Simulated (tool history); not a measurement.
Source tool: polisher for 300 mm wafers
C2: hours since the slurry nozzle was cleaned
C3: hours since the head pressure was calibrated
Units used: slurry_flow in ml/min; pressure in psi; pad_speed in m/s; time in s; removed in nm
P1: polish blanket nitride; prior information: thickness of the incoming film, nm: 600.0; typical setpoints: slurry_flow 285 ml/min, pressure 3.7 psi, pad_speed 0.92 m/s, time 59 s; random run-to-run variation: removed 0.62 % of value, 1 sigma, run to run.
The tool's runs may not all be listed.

run 1 hour=9.5 | slurry_flow=285 pressure=3.7 pad_speed=0.92 time=59 | wafers_polished_on_this_pad=321 C2=184.8 C3=724.2 | removed=89.268
run 2 hour=20.5 | slurry_flow=285 pressure=3.7 pad_speed=0.92 time=27 | wafers_polished_on_this_pad=438 C2=195.8 C3=735.2 | removed=40.94
run 3 hour=29.8 | slurry_flow=385 pressure=3.7 pad_speed=1.28 time=59 | wafers_polished_on_this_pad=538 C2=205.1 C3=744.5 | removed=119.68
run 4 hour=40 | slurry_flow=360 pressure=3.7 pad_speed=0.92 time=59 | wafers_polished_on_this_pad=646 C2=215.3 C3=754.7 | removed=90.53
run 5 hour=58 | slurry_flow=285 pressure=3.7 pad_speed=1.4 time=59 | wafers_polished_on_this_pad=838 C2=233.3 C3=772.7 | removed=124.35
-- hour=65.7 worn pad replaced by a new one
run 6 hour=66.2 | slurry_flow=285 pressure=3.7 pad_speed=0.92 time=59 | wafers_polished_on_this_pad=6 C2=241.5 C3=780.9 | removed=87.896
run 7 hour=75.6 | slurry_flow=200 pressure=3.7 pad_speed=0.92 time=59 | wafers_polished_on_this_pad=106 C2=250.9 C3=790.3 | removed=85.231
run 8 hour=93.7 | slurry_flow=285 pressure=2.4 pad_speed=0.92 time=42 | wafers_polished_on_this_pad=299 C2=269 C3=808.4 | removed=40.873
run 9 hour=107.9 | slurry_flow=285 pressure=3.7 pad_speed=0.92 time=59 | wafers_polished_on_this_pad=450 C2=283.2 C3=822.6 | removed=88.83
run 10 hour=116.9 | slurry_flow=285 pressure=2 pad_speed=0.92 time=59 | wafers_polished_on_this_pad=546 C2=292.2 C3=831.6 | removed=47.951
run 11 hour=132.9 | slurry_flow=285 pressure=5.8 pad_speed=0.92 time=59 | wafers_polished_on_this_pad=717 C2=308.2 C3=847.6 | removed=137.63
run 12 hour=142.5 | slurry_flow=285 pressure=3.7 pad_speed=0.92 time=85 | wafers_polished_on_this_pad=819 C2=317.8 C3=857.2 | removed=127.72
run 13 hour=160.6 | slurry_flow=285 pressure=3.7 pad_speed=0.92 time=59 | wafers_polished_on_this_pad=1012 C2=335.9 C3=875.3 | removed=89.358
run 14 hour=170.3 | slurry_flow=285 pressure=3.7 pad_speed=0.42 time=59 | wafers_polished_on_this_pad=1115 C2=345.6 C3=885 | removed=47.335
run 15 hour=178.5 | slurry_flow=285 pressure=3.7 pad_speed=0.92 time=59 | wafers_polished_on_this_pad=1203 C2=353.8 C3=893.2 | removed=89.063
run 16 hour=196.7 | slurry_flow=285 pressure=3.7 pad_speed=0.92 time=59 | wafers_polished_on_this_pad=1397 C2=372 C3=911.4 | removed=89.878
run 17 hour=206.1 | slurry_flow=285 pressure=3.7 pad_speed=0.92 time=59 | wafers_polished_on_this_pad=1497 C2=381.4 C3=920.8 | removed=87.683
run 18 hour=223.2 | slurry_flow=285 pressure=3.7 pad_speed=0.92 time=59 | wafers_polished_on_this_pad=1679 C2=398.5 C3=937.9 | removed=85.81
run 19 hour=235.3 | slurry_flow=285 pressure=3.7 pad_speed=0.92 time=59 | wafers_polished_on_this_pad=1808 C2=410.6 C3=950 | removed=86.452
run 20 hour=252.8 | slurry_flow=285 pressure=3.7 pad_speed=0.92 time=59 | wafers_polished_on_this_pad=1994 C2=428.1 C3=967.5 | removed=84.59
-- hour=263.1 worn pad replaced by a new one
run 21 hour=264.7 | slurry_flow=285 pressure=3.7 pad_speed=0.92 time=59 | wafers_polished_on_this_pad=17 C2=440 C3=979.4 | removed=84.338

Run 22 comes next. What will it give?
run 22 hour=272.9 | slurry_flow=285 pressure=3.7 pad_speed=0.92 time=59 | wafers_polished_on_this_pad=104 C2=448.2 C3=987.6 | removed=?

{"run 22": {"removed": 84.643}}
